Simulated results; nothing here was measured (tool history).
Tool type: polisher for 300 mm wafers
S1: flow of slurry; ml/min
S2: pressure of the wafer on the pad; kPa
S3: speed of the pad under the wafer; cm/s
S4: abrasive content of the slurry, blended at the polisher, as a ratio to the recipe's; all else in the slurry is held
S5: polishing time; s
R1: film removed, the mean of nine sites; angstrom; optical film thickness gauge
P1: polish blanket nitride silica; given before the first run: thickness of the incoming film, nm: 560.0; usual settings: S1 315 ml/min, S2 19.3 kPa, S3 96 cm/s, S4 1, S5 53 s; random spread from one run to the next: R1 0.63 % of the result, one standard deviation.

run 1 hour=9.9 | S1=315 S2=19.3 S3=96 S4=1 S5=53 | R1=224.96
run 2 hour=18.8 | S1=315 S2=10.3 S3=96 S4=1 S5=53 | R1=119.21
run 3 hour=30.9 | S1=315 S2=19.3 S3=96 S4=1 S5=30 | R1=126.62
run 4 hour=42.1 | S1=315 S2=29 S3=50 S4=1 S5=53 | R1=197.71
-- hour=45.7 slurry nozzle cleaned
run 5 hour=50 | S1=315 S2=19.3 S3=96 S4=1 S5=53 | R1=223.5
run 6 hour=59.6 | S1=315 S2=19.3 S3=96 S4=1.25 S5=53 | R1=243.55
run 7 hour=70.4 | S1=315 S2=30.3 S3=96 S4=1 S5=53 | R1=350.95
run 8 hour=79.4 | S1=315 S2=19.3 S3=58 S4=1 S5=53 | R1=149.58
run 9 hour=86.6 | S1=315 S2=19.3 S3=96 S4=1 S5=53 | R1=221.99
run 10 hour=98.2 | S1=315 S2=19.3 S3=96 S4=1 S5=53 | R1=223.61
run 11 hour=105.5 | S1=480 S2=19.3 S3=96 S4=1 S5=53 | R1=228.99
run 12 hour=117.5 | S1=190 S2=19.3 S3=96 S4=1 S5=53 | R1=208.81
run 13 hour=124.3 | S1=210 S2=11.7 S3=96 S4=1 S5=53 | R1=129.49
run 14 hour=135.1 | S1=315 S2=19.3 S3=144 S4=1 S5=53 | R1=304.31
run 15 hour=143.2 | S1=315 S2=19.3 S3=96 S4=1 S5=53 | R1=222.2
run 16 hour=149 | S1=315 S2=19.3 S3=96 S4=0.55 S5=53 | R1=162.88
run 17 hour=158 | S1=315 S2=19.3 S3=96 S4=1 S5=83 | R1=348.67
run 18 hour=166.7 | S1=315 S2=19.3 S3=96 S4=1 S5=53 | R1=222.99
run 19 hour=175.1 | S1=315 S2=19.3 S3=96 S4=1 S5=53 | R1=216.5
run 20 hour=183.9 | S1=315 S2=19.3 S3=96 S4=1 S5=53 | R1=212.3
-- hour=189.8 conditioning disc replaced and pad reconditioned
run 21 hour=191 | S1=315 S2=19.3 S3=96 S4=1 S5=53 | R1=206.32
-- hour=198.4 slurry nozzle cleaned
run 22 hour=200 | S1=315 S2=19.3 S3=96 S4=1 S5=53 | R1=207.28
-- hour=205.4 head pressure recalibrated
run 23 hour=209.6 | S1=315 S2=19.3 S3=96 S4=1 S5=53 | R1=204.82
run 24 hour=219.1 | S1=315 S2=19.3 S3=96 S4=1 S5=53 | R1=203.5
run 25 hour=229.8 | S1=315 S2=19.3 S3=96 S4=1 S5=53 | R1=203.92

What P1 gives has crept away from where it was. These 2 causes fit the log equally well, each at the size given:
A: removal rate lost through wear of the pad, % = 8.02
B: abrasive missing from the slurry, % = 16.1
The gradual shift began around hour 166.7.
Why every other cause is out:
slurry flow missing at the pad, %: serviced after onset, at hour 198.4, with no recovery of the prior output
head's pressure below its setpoint, %: serviced after onset, at hour 205.4, with no recovery of the prior output
time polished since the conditioner stopped cutting, s: serviced after onset, at hour 189.8, with no recovery of the prior output

Consider the 4 check runs below, whose results appear as question marks and each of which averages 5 wafers. Which one distinguishes the causes, in that each cause would give it a clearly different result?
run check 1 hour=240.5 | S1=405 S2=19.3 S3=96 S4=1 S5=53 | R1=?
run check 2 hour=240.5 | S1=315 S2=19.3 S3=96 S4=0.6 S5=53 | R1=?
run check 3 hour=240.5 | S1=455 S2=13.8 S3=96 S4=1 S5=53 | R1=?
run check 4 hour=240.5 | S1=315 S2=30.3 S3=96 S4=1 S5=53 | R1=?

Outcome of each check run for each possible cause:
check=check_1 result=R1 if_A=208.96 if_B=208.95
check=check_2 result=R1 if_A=157.34 if_B=153.89
check=check_3 result=R1 if_A=150.36 if_B=150.36
check=check_4 result=R1 if_A=322.18 if_B=322.17
Smallest distance between any two causes, each pair judged by its most separating result, in per cent: check 1 0 %; check 2 2.22 %; check 3 0 %; check 4 0 %
Only check 2 tells the causes apart: in the others they would give nearly the same result.

Check 2 was carried out, with these results: R1 153.99 angstrom. Which of the listed causes is responsible?

It is B: abrasive missing from the slurry, %.
